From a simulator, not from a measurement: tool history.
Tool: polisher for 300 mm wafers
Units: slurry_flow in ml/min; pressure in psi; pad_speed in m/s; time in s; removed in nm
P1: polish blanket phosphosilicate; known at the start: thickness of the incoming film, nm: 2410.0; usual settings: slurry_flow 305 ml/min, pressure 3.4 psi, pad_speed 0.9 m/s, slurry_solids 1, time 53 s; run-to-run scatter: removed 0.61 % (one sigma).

run	day	slurry_flow	pressure	pad_speed	slurry_solids	time	wafers polished on this pad	hours since the slurry nozzle was cleaned	hours since the head pressure was calibrated	hours since the slurry blender was calibrated	hours since the conditioning disc was replaced	removed
1	0.225	305	3.4	0.9	1	53	172	56.3	98.8	165.4	117	467.73
2	0.4	305	3.4	0.9	1	83	216	60.5	103	169.6	121.2	723.44
3	0.512	185	3.4	0.9	1	53	244	63.2	105.7	172.3	123.9	436.91
4	0.746	305	1.6	0.9	1	53	303	68.8	111.3	177.9	129.5	217.84
5	0.971	305	3.4	0.9	0.6	53	360	74.2	116.7	183.3	134.9	355.24
6	1.171	305	3.4	0.9	1.45	53	410	79	121.5	188.1	139.7	537.94
7	1.333	305	3.4	0.9	1	53	451	82.9	125.4	192	143.6	464.91
8	1.508	445	4.8	0.9	1	53	495	87.1	129.6	196.2	147.8	674.05
9	1.704	305	3.4	0.9	1	53	544	91.8	134.3	200.9	152.5	466.49
10	1.858	305	4.5	0.9	1	53	583	95.5	138	204.6	156.2	612.13
# day 1.975: slurry nozzle cleaned
11	2.054	305	3.4	1.3	1	53	633	1.9	142.7	209.3	160.9	621.71
12	2.204	305	3.4	0.9	1	53	671	5.5	146.3	212.9	164.5	461.53
13	2.358	305	3.4	0.44	1	53	709	9.2	150	216.6	168.2	263.07
14	2.492	305	3.4	0.9	1	53	743	12.4	153.2	219.8	171.4	465.32
15	2.617	400	3.4	0.9	1	53	775	15.4	156.2	222.8	174.4	476.24
16	2.8	305	5	0.9	1.3	53	821	19.8	160.6	227.2	178.8	767.05
17	2.962	305	3.4	0.9	1	24	862	23.7	164.5	231.1	182.7	211.06

The next listed run, before its measurement:
18	3.158	305	3.4	0.9	1	53	911	28.4	169.2	235.8	187.4	?

removed: 465.65 nm
